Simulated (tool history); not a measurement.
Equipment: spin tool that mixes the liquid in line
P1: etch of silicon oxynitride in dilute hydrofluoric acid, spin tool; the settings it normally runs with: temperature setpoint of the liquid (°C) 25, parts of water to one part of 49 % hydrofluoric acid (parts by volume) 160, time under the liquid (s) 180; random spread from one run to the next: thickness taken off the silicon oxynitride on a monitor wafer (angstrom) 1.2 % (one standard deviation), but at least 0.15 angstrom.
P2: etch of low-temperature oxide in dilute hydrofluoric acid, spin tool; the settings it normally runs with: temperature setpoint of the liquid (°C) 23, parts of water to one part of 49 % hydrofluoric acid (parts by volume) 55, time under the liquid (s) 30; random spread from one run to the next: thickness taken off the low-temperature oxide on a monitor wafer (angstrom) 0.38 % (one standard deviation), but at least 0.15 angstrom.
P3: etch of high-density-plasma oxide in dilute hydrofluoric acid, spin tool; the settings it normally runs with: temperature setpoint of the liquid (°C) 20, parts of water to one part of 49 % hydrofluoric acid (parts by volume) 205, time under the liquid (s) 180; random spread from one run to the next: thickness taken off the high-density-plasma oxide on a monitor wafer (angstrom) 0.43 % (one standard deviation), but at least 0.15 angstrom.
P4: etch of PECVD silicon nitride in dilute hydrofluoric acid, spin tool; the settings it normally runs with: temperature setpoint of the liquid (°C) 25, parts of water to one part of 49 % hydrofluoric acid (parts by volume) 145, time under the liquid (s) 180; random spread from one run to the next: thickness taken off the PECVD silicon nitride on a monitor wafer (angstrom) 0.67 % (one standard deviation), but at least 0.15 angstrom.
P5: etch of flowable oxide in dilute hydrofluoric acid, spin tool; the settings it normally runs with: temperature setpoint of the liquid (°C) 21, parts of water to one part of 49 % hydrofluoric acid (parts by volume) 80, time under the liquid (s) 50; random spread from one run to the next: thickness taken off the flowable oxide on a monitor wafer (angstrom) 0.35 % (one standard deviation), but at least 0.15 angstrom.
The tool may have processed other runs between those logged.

run,hour,process that ran,temperature setpoint of the liquid (°C),parts of water to one part of 49 % hydrofluoric acid (parts by volume),time under the liquid (s),hours since the thermometer was replaced,hours since the hydrofluoric acid flow meter was replaced,thickness taken off the silicon oxynitride on a monitor wafer (angstrom),thickness taken off the PECVD silicon nitride on a monitor wafer (angstrom),thickness taken off the high-density-plasma oxide on a monitor wafer (angstrom),thickness taken off the low-temperature oxide on a monitor wafer (angstrom),thickness taken off the flowable oxide on a monitor wafer (angstrom)
1,11.2,P1,25,160,180,379.5,346.6,17.781,,,,
2,24.9,P1,31.5,95,180,393.2,360.3,42.159,,,,
3,34,P4,25,145,320,402.3,369.4,,62.983,,,
4,43,P3,20,205,45,411.3,378.4,,,14.476,,
5,49,P2,23,55,65,417.3,384.4,,,,279.3,
6,59,P1,25,160,180,427.3,394.4,17.503,,,,
7,70.7,P5,21,80,50,439,406.1,,,,,174.98
8,77.7,P4,25,145,180,446,413.1,,35.716,,,
9,83.9,P3,20,55,180,452.2,419.3,,,253.37,,
10,93.2,P3,20,205,180,461.5,428.6,,,57.65,,
11,104.7,P5,21,30,50,473,440.1,,,,,497.33
12,114.4,P5,21,80,85,482.7,449.8,,,,,297.69
13,124.2,P3,20,205,180,492.5,459.6,,,57.395,,
14,135.6,P5,17,80,50,503.9,471,,,,,148.55
15,145.1,P1,25,160,180,513.4,480.5,17.704,,,,
16,157.9,P1,25,160,340,526.2,493.3,33.833,,,,
17,164.8,P2,29,55,30,533.1,500.2,,,,163.99,
18,175.4,P1,30.5,160,180,543.7,510.8,22.864,,,,
19,186.1,P4,33,145,180,554.4,521.5,,58.46,,,
20,193.3,P1,18.5,160,180,561.6,528.7,12.851,,,,
21,204.9,P1,25,160,180,573.2,540.3,18.041,,,,
22,215.9,P1,25,160,180,584.2,551.3,17.507,,,,
23,227.1,P1,25,285,180,595.4,562.5,8.9854,,,,
24,237.5,P1,31.5,160,355,605.8,572.9,46.156,,,,
25,243.7,P2,23,55,30,612,579.1,,,,129.08,
26,252.2,P4,25,35,180,620.5,587.6,,142.66,,,
27,265.7,P1,25,160,15,634,601.1,1.5349,,,,
28,276.7,P3,17,205,180,645,612.1,,,51.336,,

Run 29 has not been measured yet. What should we expect?
29,289.7,P1,25,160,180,658,625.1,?,,,,

{"run 29": {"thickness taken off the silicon oxynitride on a monitor wafer (angstrom)": 17.467}}

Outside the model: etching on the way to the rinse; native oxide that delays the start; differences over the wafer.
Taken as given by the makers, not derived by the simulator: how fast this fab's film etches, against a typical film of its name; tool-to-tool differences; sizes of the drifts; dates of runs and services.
